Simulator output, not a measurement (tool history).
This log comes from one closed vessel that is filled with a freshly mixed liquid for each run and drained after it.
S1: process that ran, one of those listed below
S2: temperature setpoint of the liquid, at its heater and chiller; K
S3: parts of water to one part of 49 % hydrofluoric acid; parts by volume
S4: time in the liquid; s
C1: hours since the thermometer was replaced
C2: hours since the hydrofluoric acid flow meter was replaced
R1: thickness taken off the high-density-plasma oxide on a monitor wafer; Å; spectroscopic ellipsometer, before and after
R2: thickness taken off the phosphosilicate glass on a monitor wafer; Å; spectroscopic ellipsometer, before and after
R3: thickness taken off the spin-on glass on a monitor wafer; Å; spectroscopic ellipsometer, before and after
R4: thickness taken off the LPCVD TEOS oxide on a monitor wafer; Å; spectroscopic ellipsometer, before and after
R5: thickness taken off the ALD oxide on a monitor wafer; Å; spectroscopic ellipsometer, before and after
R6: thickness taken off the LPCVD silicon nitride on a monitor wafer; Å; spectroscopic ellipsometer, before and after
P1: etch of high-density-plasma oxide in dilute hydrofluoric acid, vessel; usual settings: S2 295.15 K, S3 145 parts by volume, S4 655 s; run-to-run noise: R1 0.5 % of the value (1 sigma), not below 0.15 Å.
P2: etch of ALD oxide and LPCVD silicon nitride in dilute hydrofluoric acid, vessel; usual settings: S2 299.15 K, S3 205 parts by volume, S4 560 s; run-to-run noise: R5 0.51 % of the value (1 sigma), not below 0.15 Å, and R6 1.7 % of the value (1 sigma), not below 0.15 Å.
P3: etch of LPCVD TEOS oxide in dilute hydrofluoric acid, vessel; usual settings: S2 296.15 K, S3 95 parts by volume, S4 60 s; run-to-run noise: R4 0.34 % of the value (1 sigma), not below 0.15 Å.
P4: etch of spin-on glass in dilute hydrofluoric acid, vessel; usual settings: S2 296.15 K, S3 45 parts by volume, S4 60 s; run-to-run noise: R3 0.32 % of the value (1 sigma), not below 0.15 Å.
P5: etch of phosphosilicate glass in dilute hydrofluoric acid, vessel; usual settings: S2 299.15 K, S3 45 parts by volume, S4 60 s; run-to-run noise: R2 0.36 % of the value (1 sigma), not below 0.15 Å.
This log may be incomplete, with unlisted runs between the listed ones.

Run 1, hour 13.6: S1 P1, S2 295.15 K, S3 145 parts by volume, S4 655 s; C1 263.2; C2 170.9. Result: R1 199.860 Å.
Run 2, hour 27.1: S1 P5, S2 305.65 K, S3 45 parts by volume, S4 60 s; C1 276.7; C2 184.4. Result: R2 2874.0 Å.
Run 3, hour 39.3: S1 P1, S2 290.15 K, S3 145 parts by volume, S4 655 s; C1 288.9; C2 196.6. Result: R1 163.330 Å.
Run 4, hour 51.5: S1 P1, S2 295.15 K, S3 210 parts by volume, S4 170 s; C1 301.1; C2 208.8. Result: R1 33.640 Å.
Run 5, hour 60.6: S1 P4, S2 296.15 K, S3 75 parts by volume, S4 60 s; C1 310.2; C2 217.9. Result: R3 295.58 Å.
Run 6, hour 68.9: S1 P1, S2 295.15 K, S3 145 parts by volume, S4 1075 s; C1 318.5; C2 226.2. Result: R1 329.550 Å.
Run 7, hour 81.5: S1 P3, S2 296.15 K, S3 95 parts by volume, S4 105 s; C1 331.1; C2 238.8. Result: R4 402.04 Å.
Run 8, hour 90.5: S1 P2, S2 299.15 K, S3 355 parts by volume, S4 560 s; C1 340.1; C2 247.8. Result: R5 270.51 Å, R6 8.7088 Å.
Run 9, hour 97.4: S1 P5, S2 299.15 K, S3 75 parts by volume, S4 60 s; C1 347.0; C2 254.7. Result: R2 1274.0 Å.
Run 10, hour 109.7: S1 P4, S2 303.15 K, S3 45 parts by volume, S4 60 s; C1 359.3; C2 267.0. Result: R3 676.36 Å.
Run 11, hour 123.3: S1 P1, S2 295.15 K, S3 145 parts by volume, S4 655 s; C1 372.9; C2 280.6. Result: R1 200.610 Å.
Run 12, hour 135.7: S1 P1, S2 299.65 K, S3 145 parts by volume, S4 655 s; C1 385.3; C2 293.0. Result: R1 238.310 Å.
Run 13, hour 145.0: S1 P5, S2 299.15 K, S3 45 parts by volume, S4 60 s; C1 394.6; C2 302.3. Result: R2 2221.5 Å.
Run 14, hour 154.4: S1 P2, S2 299.15 K, S3 205 parts by volume, S4 110 s; C1 404.0; C2 311.7. Result: R5 108.68 Å, R6 3.0749 Å.
Run 15, hour 164.6: S1 P1, S2 295.15 K, S3 145 parts by volume, S4 655 s; C1 414.2; C2 321.9. Result: R1 199.860 Å.
Run 16, hour 174.6: S1 P4, S2 296.15 K, S3 45 parts by volume, S4 60 s; C1 424.2; C2 331.9. Result: R3 512.14 Å.
Run 17, hour 188.0: S1 P3, S2 296.15 K, S3 30 parts by volume, S4 60 s; C1 437.6; C2 345.3. Result: R4 788.40 Å.
Run 18, hour 198.1: S1 P1, S2 290.15 K, S3 145 parts by volume, S4 190 s; C1 447.7; C2 355.4. Result: R1 47.809 Å.
Run 19, hour 208.9: S1 P3, S2 304.65 K, S3 95 parts by volume, S4 60 s; C1 458.5; C2 366.2. Result: R4 317.24 Å.
Run 20, hour 218.7: S1 P5, S2 299.15 K, S3 45 parts by volume, S4 100 s; C1 468.3; C2 376.0. Result: R2 3692.3 Å.
Run 21, hour 228.2: S1 P4, S2 296.15 K, S3 45 parts by volume, S4 60 s; C1 477.8; C2 385.5. Result: R3 511.15 Å.
Run 22, hour 238.4: S1 P1, S2 295.15 K, S3 145 parts by volume, S4 655 s; C1 488.0; C2 395.7. Result: R1 200.540 Å.
Run 23, hour 246.7: S1 P2, S2 305.15 K, S3 205 parts by volume, S4 560 s; C1 496.3; C2 404.0. Result: R5 679.53 Å, R6 22.3150 Å.
Run 24, hour 254.2: S1 P2, S2 299.15 K, S3 205 parts by volume, S4 560 s; C1 503.8; C2 411.5. Result: R5 554.92 Å, R6 15.5190 Å.
Run 25, hour 262.6: S1 P1, S2 295.15 K, S3 90 parts by volume, S4 655 s; C1 512.2; C2 419.9. Result: R1 343.910 Å.
Run 26, hour 272.6: S1 P1, S2 295.15 K, S3 145 parts by volume, S4 655 s; C1 522.2; C2 429.9. Result: R1 202.420 Å.
Run 27, hour 285.7: S1 P4, S2 296.15 K, S3 45 parts by volume, S4 115 s; C1 535.3; C2 443.0. Result: R3 987.56 Å.
Run 28, hour 298.5: S1 P3, S2 296.15 K, S3 95 parts by volume, S4 60 s; C1 548.1; C2 455.8. Result: R4 229.94 Å.
Run 29, hour 304.9: S1 P1, S2 295.15 K, S3 145 parts by volume, S4 655 s; C1 554.5; C2 462.2. Result: R1 199.350 Å.
Run 30, hour 311.9: S1 P3, S2 296.15 K, S3 95 parts by volume, S4 60 s; C1 561.5; C2 469.2. Result: R4 229.20 Å.
Run 31, hour 320.2: S1 P1, S2 295.15 K, S3 260 parts by volume, S4 655 s; C1 569.8; C2 477.5. Result: R1 98.826 Å.
Run 32, hour 326.1: S1 P1, S2 295.15 K, S3 145 parts by volume, S4 160 s; C1 575.7; C2 483.4. Result: R1 48.627 Å.
Run 33, hour 338.0: S1 P1, S2 295.15 K, S3 145 parts by volume, S4 655 s; C1 587.6; C2 495.3. Result: R1 202.890 Å.
Run 34, hour 346.2: S1 P1, S2 295.15 K, S3 145 parts by volume, S4 655 s; C1 595.8; C2 503.5. Result: R1 196.680 Å.
Run 35, hour 359.7: S1 P1, S2 295.15 K, S3 145 parts by volume, S4 655 s; C1 609.3; C2 517.0. Result: R1 193.450 Å.
Run 36, hour 367.8: S1 P1, S2 295.15 K, S3 145 parts by volume, S4 655 s; C1 617.4; C2 525.1. Result: R1 189.080 Å.
Run 37, hour 378.7: S1 P1, S2 295.15 K, S3 145 parts by volume, S4 655 s; C1 628.3; C2 536.0. Result: R1 188.390 Å.
Run 38, hour 385.1: S1 P1, S2 295.15 K, S3 145 parts by volume, S4 655 s; C1 634.7; C2 542.4. Result: R1 187.590 Å.
Run 39, hour 398.4: S1 P1, S2 295.15 K, S3 145 parts by volume, S4 655 s; C1 648.0; C2 555.7. Result: R1 186.310 Å.
Run 40, hour 410.1: S1 P1, S2 295.15 K, S3 145 parts by volume, S4 655 s; C1 659.7; C2 567.4. Result: R1 186.950 Å.
Run 41, hour 421.9: S1 P1, S2 295.15 K, S3 145 parts by volume, S4 655 s; C1 671.5; C2 579.2. Result: R1 187.190 Å.
Run 42, hour 433.1: S1 P1, S2 295.15 K, S3 145 parts by volume, S4 655 s; C1 682.7; C2 590.4. Result: R1 184.090 Å.
Run 43, hour 439.0: S1 P1, S2 295.15 K, S3 145 parts by volume, S4 655 s; C1 688.6; C2 596.3. Result: R1 184.900 Å.

Compared with where it was, what P1 gives has crept away. Each cause listed below fits the log as well as the rest, at the size given for it:
A: liquid colder than its thermometer reads (K) = 2
B: hydrofluoric acid flow below the setpoint (%) = 6.55
Creep in the process output first set in at about hour 338.0.

Each of the check runs listed below is run on 5 wafers and reports their average, with the results left as question marks. Pick the one under which the possible causes would lead to clearly different results.
Run check 1, hour 444.9: S1 P4, S2 302.65 K, S3 70 parts by volume, S4 60 s. Result: R3 ?.
Run check 2, hour 444.9: S1 P5, S2 303.65 K, S3 65 parts by volume, S4 60 s. Result: R2 ?.
Run check 3, hour 444.9: S1 P3, S2 303.15 K, S3 95 parts by volume, S4 60 s. Result: R4 ?.
Run check 4, hour 444.9: S1 P2, S2 304.15 K, S3 205 parts by volume, S4 560 s. Result: R5 ?, R6 ?.

Predicted outcomes, by check and by cause:
  check  result     if A     if B
check 1      R3   381.36   382.52
check 2      R2   1649.8   1654.8
check 3      R4   279.63   279.30
check 4      R5   612.93   602.82
check 4      R6  18.7960  19.7560
Per-check spread between the two closest causes, in the result where they differ most: check 1 0.3 %; check 2 0.3 %; check 3 0.12 %; check 4 4.98 %
Only check 4 tells the causes apart: in the others they would give nearly the same result.

Check 4 has now been run. It gave: R5 616.30 Å; R6 18.7280 Å. Which of the candidate causes is it?

It is A: liquid colder than its thermometer reads (K).
